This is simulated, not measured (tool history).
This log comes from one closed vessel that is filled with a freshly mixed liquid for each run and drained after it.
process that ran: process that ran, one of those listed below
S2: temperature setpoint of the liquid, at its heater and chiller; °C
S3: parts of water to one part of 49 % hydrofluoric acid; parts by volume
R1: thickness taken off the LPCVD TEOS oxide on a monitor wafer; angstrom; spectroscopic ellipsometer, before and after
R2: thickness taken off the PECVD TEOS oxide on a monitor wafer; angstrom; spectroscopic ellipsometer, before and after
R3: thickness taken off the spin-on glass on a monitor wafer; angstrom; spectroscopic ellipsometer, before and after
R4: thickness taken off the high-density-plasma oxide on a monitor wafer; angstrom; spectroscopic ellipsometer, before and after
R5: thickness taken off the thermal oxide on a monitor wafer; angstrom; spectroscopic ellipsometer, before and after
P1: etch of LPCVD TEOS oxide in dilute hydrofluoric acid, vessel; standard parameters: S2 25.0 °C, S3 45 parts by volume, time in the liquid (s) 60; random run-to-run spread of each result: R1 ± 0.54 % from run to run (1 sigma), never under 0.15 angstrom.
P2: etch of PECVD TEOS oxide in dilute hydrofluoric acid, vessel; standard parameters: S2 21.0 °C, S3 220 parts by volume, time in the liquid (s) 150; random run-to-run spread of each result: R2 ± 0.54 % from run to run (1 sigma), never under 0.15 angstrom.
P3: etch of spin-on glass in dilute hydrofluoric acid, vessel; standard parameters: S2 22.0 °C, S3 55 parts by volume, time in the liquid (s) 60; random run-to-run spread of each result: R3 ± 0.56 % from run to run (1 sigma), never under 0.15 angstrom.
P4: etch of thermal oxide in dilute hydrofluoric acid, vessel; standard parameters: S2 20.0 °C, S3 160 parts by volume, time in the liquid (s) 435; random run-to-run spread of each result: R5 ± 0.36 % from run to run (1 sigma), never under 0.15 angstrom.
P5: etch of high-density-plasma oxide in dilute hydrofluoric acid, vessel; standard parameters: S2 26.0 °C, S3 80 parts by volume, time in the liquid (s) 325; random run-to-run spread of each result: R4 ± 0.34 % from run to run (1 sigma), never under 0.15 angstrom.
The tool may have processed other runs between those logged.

run 1 hour=7.3 | process_that_ran=P1 S2=25.0 S3=45 time_in_the_liquid_(s)=60 | R1=308.61
run 2 hour=15.3 | process_that_ran=P1 S2=25.0 S3=45 time_in_the_liquid_(s)=60 | R1=308.26
run 3 hour=21.1 | process_that_ran=P1 S2=30.0 S3=45 time_in_the_liquid_(s)=60 | R1=376.15
run 4 hour=28.2 | process_that_ran=P1 S2=25.0 S3=45 time_in_the_liquid_(s)=95 | R1=486.43
-- hour=37.0 hydrofluoric acid flow meter replaced
run 5 hour=37.6 | process_that_ran=P2 S2=21.0 S3=220 time_in_the_liquid_(s)=50 | R2=31.554
run 6 hour=49.2 | process_that_ran=P1 S2=25.0 S3=45 time_in_the_liquid_(s)=60 | R1=307.17
run 7 hour=58.5 | process_that_ran=P1 S2=17.5 S3=45 time_in_the_liquid_(s)=90 | R1=334.05
run 8 hour=65.0 | process_that_ran=P1 S2=25.0 S3=45 time_in_the_liquid_(s)=30 | R1=153.23
-- hour=65.7 thermometer replaced
run 9 hour=76.3 | process_that_ran=P1 S2=18.5 S3=45 time_in_the_liquid_(s)=60 | R1=230.02
run 10 hour=85.9 | process_that_ran=P2 S2=29.5 S3=220 time_in_the_liquid_(s)=150 | R2=129.370
run 11 hour=93.7 | process_that_ran=P3 S2=22.0 S3=55 time_in_the_liquid_(s)=60 | R3=438.69
run 12 hour=103.9 | process_that_ran=P5 S2=34.0 S3=80 time_in_the_liquid_(s)=325 | R4=314.45
run 13 hour=113.5 | process_that_ran=P4 S2=20.0 S3=160 time_in_the_liquid_(s)=435 | R5=109.580
run 14 hour=125.1 | process_that_ran=P4 S2=20.0 S3=60 time_in_the_liquid_(s)=435 | R5=327.420
run 15 hour=133.8 | process_that_ran=P1 S2=25.0 S3=75 time_in_the_liquid_(s)=110 | R1=321.36
run 16 hour=141.7 | process_that_ran=P1 S2=25.0 S3=45 time_in_the_liquid_(s)=60 | R1=310.24
run 17 hour=147.3 | process_that_ran=P1 S2=25.0 S3=25 time_in_the_liquid_(s)=60 | R1=572.77
run 18 hour=157.0 | process_that_ran=P2 S2=21.0 S3=220 time_in_the_liquid_(s)=150 | R2=94.377
run 19 hour=162.4 | process_that_ran=P2 S2=21.0 S3=375 time_in_the_liquid_(s)=150 | R2=48.369
run 20 hour=173.6 | process_that_ran=P4 S2=20.0 S3=160 time_in_the_liquid_(s)=850 | R5=212.190
run 21 hour=181.2 | process_that_ran=P5 S2=26.0 S3=80 time_in_the_liquid_(s)=325 | R4=230.08
run 22 hour=189.6 | process_that_ran=P1 S2=25.0 S3=45 time_in_the_liquid_(s)=60 | R1=304.33
run 23 hour=195.5 | process_that_ran=P4 S2=17.0 S3=160 time_in_the_liquid_(s)=435 | R5=97.085
run 24 hour=207.2 | process_that_ran=P1 S2=25.0 S3=60 time_in_the_liquid_(s)=60 | R1=226.00
run 25 hour=215.3 | process_that_ran=P5 S2=26.0 S3=20 time_in_the_liquid_(s)=325 | R4=998.03
run 26 hour=223.7 | process_that_ran=P5 S2=26.0 S3=80 time_in_the_liquid_(s)=620 | R4=439.93
run 27 hour=232.9 | process_that_ran=P3 S2=22.0 S3=55 time_in_the_liquid_(s)=60 | R3=434.80
run 28 hour=239.1 | process_that_ran=P5 S2=26.0 S3=80 time_in_the_liquid_(s)=325 | R4=230.98
run 29 hour=249.2 | process_that_ran=P3 S2=27.0 S3=55 time_in_the_liquid_(s)=60 | R3=536.86
run 30 hour=257.7 | process_that_ran=P1 S2=25.0 S3=45 time_in_the_liquid_(s)=60 | R1=309.94
run 31 hour=264.2 | process_that_ran=P4 S2=20.0 S3=160 time_in_the_liquid_(s)=435 | R5=109.910
run 32 hour=272.3 | process_that_ran=P3 S2=22.0 S3=20 time_in_the_liquid_(s)=60 | R3=1265.30
run 33 hour=280.9 | process_that_ran=P3 S2=22.0 S3=55 time_in_the_liquid_(s)=115 | R3=837.83
run 34 hour=286.9 | process_that_ran=P1 S2=25.0 S3=45 time_in_the_liquid_(s)=60 | R1=306.66
run 35 hour=295.6 | process_that_ran=P1 S2=25.0 S3=45 time_in_the_liquid_(s)=60 | R1=318.04
run 36 hour=304.7 | process_that_ran=P1 S2=25.0 S3=45 time_in_the_liquid_(s)=60 | R1=319.81
run 37 hour=316.0 | process_that_ran=P1 S2=25.0 S3=45 time_in_the_liquid_(s)=60 | R1=323.34
run 38 hour=322.2 | process_that_ran=P1 S2=25.0 S3=45 time_in_the_liquid_(s)=60 | R1=325.24
run 39 hour=332.8 | process_that_ran=P1 S2=25.0 S3=45 time_in_the_liquid_(s)=60 | R1=325.79
run 40 hour=338.1 | process_that_ran=P1 S2=25.0 S3=45 time_in_the_liquid_(s)=60 | R1=326.27
run 41 hour=348.4 | process_that_ran=P1 S2=25.0 S3=45 time_in_the_liquid_(s)=60 | R1=328.52

P1 has crept away from where it was. The log is fitted equally well by each of these 2 causes, at the sizes shown:
A: hydrofluoric acid flow above the setpoint (%) = 6.02
B: liquid hotter than its thermometer reads (K) = 1.52
At approximately hour 286.9, the process output began to creep.

Each of the check runs listed below is run on 2 wafers and reports their average, with the results left as question marks. Pick the one under which the possible causes would lead to clearly different results.
run check 1 hour=358.7 | process_that_ran=P5 S2=26.0 S3=40 time_in_the_liquid_(s)=560 | R4=?
run check 2 hour=358.7 | process_that_ran=P2 S2=28.5 S3=370 time_in_the_liquid_(s)=150 | R2=?
run check 3 hour=358.7 | process_that_ran=P3 S2=26.0 S3=55 time_in_the_liquid_(s)=60 | R3=?
run check 4 hour=358.7 | process_that_ran=P4 S2=20.0 S3=80 time_in_the_liquid_(s)=835 | R5=?

What every check run would give for each of its results, assuming each possible cause in turn:
check=check_1 result=R4 if_A=889.53 if_B=889.63
check=check_2 result=R2 if_A=67.858 if_B=65.696
check=check_3 result=R3 if_A=547.10 if_B=546.12
check=check_4 result=R5 if_A=487.550 if_B=487.150
Minimum pairwise separation of causes per check, each pair taken at its best-separating result: check 1 0.01 %; check 2 3.24 %; check 3 0.18 %; check 4 0.08 %
Check 2 distinguishes between the causes, while the remaining checks would return nearly the same result for all of them.

After running check 2, the following was obtained: R2 68.090 angstrom. Which cause does this point to?

It is A: hydrofluoric acid flow above the setpoint (%).
